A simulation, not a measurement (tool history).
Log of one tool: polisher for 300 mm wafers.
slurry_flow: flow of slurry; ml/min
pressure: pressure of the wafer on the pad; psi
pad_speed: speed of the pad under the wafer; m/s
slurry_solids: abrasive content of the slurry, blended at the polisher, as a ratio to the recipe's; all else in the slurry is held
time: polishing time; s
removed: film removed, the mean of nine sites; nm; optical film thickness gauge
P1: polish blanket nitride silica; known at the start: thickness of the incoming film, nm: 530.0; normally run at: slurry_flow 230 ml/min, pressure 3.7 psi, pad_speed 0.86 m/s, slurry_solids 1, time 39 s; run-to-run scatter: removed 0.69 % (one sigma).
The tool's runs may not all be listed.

| run | hour | slurry_flow | pressure | pad_speed | slurry_solids | time | wafers polished on this pad | hours since the slurry nozzle was cleaned | hours since the head pressure was calibrated | hours since the slurry blender was calibrated | hours since the conditioning disc was replaced | removed |
|---|---|---|---|---|---|---|---|---|---|---|---|---|
| 1 | 5.5 | 230 | 3.7 | 0.86 | 1 | 39 | 312 | 542.5 | 447.4 | 143.2 | 147.3 | 26.73 |
| 2 | 11.1 | 230 | 3.7 | 0.86 | 1 | 39 | 353 | 548.1 | 453 | 148.8 | 152.9 | 27.043 |
| 3 | 18 | 230 | 3.7 | 0.6 | 0.75 | 39 | 404 | 555 | 459.9 | 155.7 | 159.8 | 17.317 |
| 4 | 22.9 | 230 | 5.7 | 0.86 | 1 | 39 | 440 | 559.9 | 464.8 | 160.6 | 164.7 | 41.223 |
| 5 | 31 | 140 | 3.7 | 0.86 | 1 | 39 | 500 | 568 | 472.9 | 168.7 | 172.8 | 24.765 |
| 6 | 39.6 | 230 | 3.7 | 1.16 | 1 | 39 | 563 | 576.6 | 481.5 | 177.3 | 181.4 | 34.052 |
| 7 | 47.6 | 230 | 3.7 | 0.86 | 1 | 39 | 622 | 584.6 | 489.5 | 185.3 | 189.4 | 26.89 |
| 8 | 53 | 230 | 3.7 | 0.86 | 1 | 39 | 662 | 590 | 494.9 | 190.7 | 194.8 | 26.68 |
| 9 | 57.5 | 230 | 3.7 | 0.86 | 1 | 39 | 695 | 594.5 | 499.4 | 195.2 | 199.3 | 26.644 |
| 10 | 63.1 | 230 | 3.7 | 0.6 | 1 | 39 | 736 | 600.1 | 505 | 200.8 | 204.9 | 20.148 |
| 11 | 68.8 | 230 | 3.7 | 0.86 | 1 | 39 | 778 | 605.8 | 510.7 | 206.5 | 210.6 | 26.996 |
| 12 | 73 | 230 | 2.6 | 0.86 | 1 | 19 | 809 | 610 | 514.9 | 210.7 | 214.8 | 9.0586 |
|  | 73.5 | slurry nozzle cleaned |
| 13 | 81.9 | 230 | 3.7 | 0.86 | 1 | 57 | 875 | 8.4 | 523.8 | 219.6 | 223.7 | 39.42 |
| 14 | 88.5 | 230 | 3.7 | 0.86 | 0.55 | 39 | 924 | 15 | 530.4 | 226.2 | 230.3 | 19.364 |
| 15 | 95.6 | 230 | 2 | 0.86 | 1 | 39 | 976 | 22.1 | 537.5 | 233.3 | 237.4 | 14.505 |
| 16 | 105.1 | 315 | 3.7 | 0.86 | 1 | 39 | 1046 | 31.6 | 547 | 242.8 | 246.9 | 27.669 |
| 17 | 110.7 | 230 | 3.7 | 0.86 | 1 | 23 | 1087 | 37.2 | 552.6 | 248.4 | 252.5 | 15.635 |
| 18 | 117 | 230 | 3.7 | 0.86 | 1.25 | 39 | 1134 | 43.5 | 558.9 | 254.7 | 258.8 | 29.704 |
| 19 | 124.7 | 230 | 3.7 | 0.86 | 1 | 39 | 1191 | 51.2 | 566.6 | 262.4 | 266.5 | 26.946 |

The next listed run, before its measurement:
| 20 | 130 | 230 | 3.7 | 0.86 | 1 | 39 | 1230 | 56.5 | 571.9 | 267.7 | 271.8 | ? |

removed: 26.201 nm
